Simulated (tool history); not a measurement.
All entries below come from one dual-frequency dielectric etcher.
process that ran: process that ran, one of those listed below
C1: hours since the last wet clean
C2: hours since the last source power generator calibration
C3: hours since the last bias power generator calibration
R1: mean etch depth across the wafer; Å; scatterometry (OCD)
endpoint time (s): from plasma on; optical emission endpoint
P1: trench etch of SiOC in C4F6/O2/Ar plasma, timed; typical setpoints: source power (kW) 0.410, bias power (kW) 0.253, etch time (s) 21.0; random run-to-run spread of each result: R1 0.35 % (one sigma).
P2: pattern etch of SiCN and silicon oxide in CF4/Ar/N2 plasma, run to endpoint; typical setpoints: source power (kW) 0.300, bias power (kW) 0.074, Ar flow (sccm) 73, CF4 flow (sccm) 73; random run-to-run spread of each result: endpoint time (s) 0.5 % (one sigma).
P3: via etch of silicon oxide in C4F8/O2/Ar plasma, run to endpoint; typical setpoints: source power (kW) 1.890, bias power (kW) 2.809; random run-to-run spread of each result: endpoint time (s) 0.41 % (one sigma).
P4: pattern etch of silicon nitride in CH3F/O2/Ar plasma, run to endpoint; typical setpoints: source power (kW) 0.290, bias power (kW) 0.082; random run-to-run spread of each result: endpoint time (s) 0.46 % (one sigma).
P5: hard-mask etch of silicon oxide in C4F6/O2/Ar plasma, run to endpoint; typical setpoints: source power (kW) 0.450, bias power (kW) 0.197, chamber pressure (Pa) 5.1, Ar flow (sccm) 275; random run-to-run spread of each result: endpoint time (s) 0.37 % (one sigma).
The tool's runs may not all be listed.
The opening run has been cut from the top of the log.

{"run": 2, "day": 0.638, "process that ran": "P1", "source power (kW)": 0.41, "bias power (kW)": 0.201, "etch time (s)": 16.5, "C1": 155.0, "C2": 2177.4, "C3": 599.8, "R1": 368.61}
{"run": 3, "day": 0.888, "process that ran": "P1", "source power (kW)": 0.41, "bias power (kW)": 0.253, "etch time (s)": 21.0, "C1": 161.0, "C2": 2183.4, "C3": 605.8, "R1": 503.55}
{"run": 4, "day": 1.208, "process that ran": "P4", "source power (kW)": 0.29, "bias power (kW)": 0.113, "C1": 168.7, "C2": 2191.1, "C3": 613.5, "endpoint time (s)": 49.95}
{"run": 5, "day": 1.467, "process that ran": "P5", "source power (kW)": 0.45, "bias power (kW)": 0.197, "chamber pressure (Pa)": 5.1, "Ar flow (sccm)": 181, "C1": 174.9, "C2": 2197.3, "C3": 619.7, "endpoint time (s)": 57.829}
{"run": 6, "day": 1.779, "process that ran": "P3", "source power (kW)": 1.12, "bias power (kW)": 2.809, "C1": 182.4, "C2": 2204.8, "C3": 627.2, "endpoint time (s)": 258.35}
{"run": 7, "day": 1.988, "process that ran": "P4", "source power (kW)": 0.18, "bias power (kW)": 0.082, "C1": 187.4, "C2": 2209.8, "C3": 632.2, "endpoint time (s)": 67.232}
{"run": 8, "day": 2.296, "process that ran": "P5", "source power (kW)": 0.28, "bias power (kW)": 0.197, "chamber pressure (Pa)": 5.1, "Ar flow (sccm)": 275, "C1": 194.8, "C2": 2217.2, "C3": 639.6, "endpoint time (s)": 72.6}
{"run": 9, "day": 2.567, "process that ran": "P3", "source power (kW)": 1.89, "bias power (kW)": 2.038, "C1": 201.3, "C2": 2223.7, "C3": 646.1, "endpoint time (s)": 229.56}
{"run": 10, "day": 2.896, "process that ran": "P5", "source power (kW)": 0.45, "bias power (kW)": 0.197, "chamber pressure (Pa)": 6.1, "Ar flow (sccm)": 275, "C1": 209.2, "C2": 2231.6, "C3": 654.0, "endpoint time (s)": 62.206}
{"run": 11, "day": 3.171, "process that ran": "P1", "source power (kW)": 0.51, "bias power (kW)": 0.253, "etch time (s)": 21.0, "C1": 215.8, "C2": 2238.2, "C3": 660.6, "R1": 548.78}
{"run": 12, "day": 3.354, "process that ran": "P2", "source power (kW)": 0.3, "bias power (kW)": 0.074, "Ar flow (sccm)": 73, "CF4 flow (sccm)": 95, "C1": 220.2, "C2": 2242.6, "C3": 665.0, "endpoint time (s)": 16.039}
{"run": 13, "day": 3.592, "process that ran": "P2", "source power (kW)": 0.3, "bias power (kW)": 0.074, "Ar flow (sccm)": 73, "CF4 flow (sccm)": 73, "C1": 225.9, "C2": 2248.3, "C3": 670.7, "endpoint time (s)": 16.646}
{"run": 14, "day": 3.808, "process that ran": "P1", "source power (kW)": 0.41, "bias power (kW)": 0.334, "etch time (s)": 21.0, "C1": 231.1, "C2": 2253.5, "C3": 675.9, "R1": 553.94}
{"run": 15, "day": 4.046, "process that ran": "P1", "source power (kW)": 0.41, "bias power (kW)": 0.253, "etch time (s)": 13.5, "C1": 236.8, "C2": 2259.2, "C3": 681.6, "R1": 322.95}
{"run": 16, "day": 4.304, "process that ran": "P3", "source power (kW)": 1.89, "bias power (kW)": 2.809, "C1": 243.0, "C2": 2265.4, "C3": 687.8, "endpoint time (s)": 210.54}
{"run": 17, "day": 4.579, "process that ran": "P2", "source power (kW)": 0.3, "bias power (kW)": 0.074, "Ar flow (sccm)": 49, "CF4 flow (sccm)": 73, "C1": 249.6, "C2": 2272.0, "C3": 694.4, "endpoint time (s)": 15.886}
{"run": 18, "day": 4.912, "process that ran": "P1", "source power (kW)": 0.41, "bias power (kW)": 0.253, "etch time (s)": 21.0, "C1": 257.6, "C2": 2280.0, "C3": 702.4, "R1": 503.89}
{"run": 19, "day": 5.258, "process that ran": "P2", "source power (kW)": 0.43, "bias power (kW)": 0.074, "Ar flow (sccm)": 73, "CF4 flow (sccm)": 73, "C1": 265.9, "C2": 2288.3, "C3": 710.7, "endpoint time (s)": 12.061}
{"run": 20, "day": 5.408, "process that ran": "P1", "source power (kW)": 0.41, "bias power (kW)": 0.253, "etch time (s)": 21.0, "C1": 269.5, "C2": 2291.9, "C3": 714.3, "R1": 506.04}
{"run": 21, "day": 5.754, "process that ran": "P4", "source power (kW)": 0.29, "bias power (kW)": 0.082, "C1": 277.8, "C2": 2300.2, "C3": 722.6, "endpoint time (s)": 55.706}

Run 22, settings as shown, results not yet in. Your forecast:
{"run": 22, "day": 5.938, "process that ran": "P5", "source power (kW)": 0.45, "bias power (kW)": 0.197, "chamber pressure (Pa)": 5.1, "Ar flow (sccm)": 275, "C1": 282.2, "C2": 2304.6, "C3": 727.0, "endpoint time (s)": "?"}

endpoint time (s): 60.877
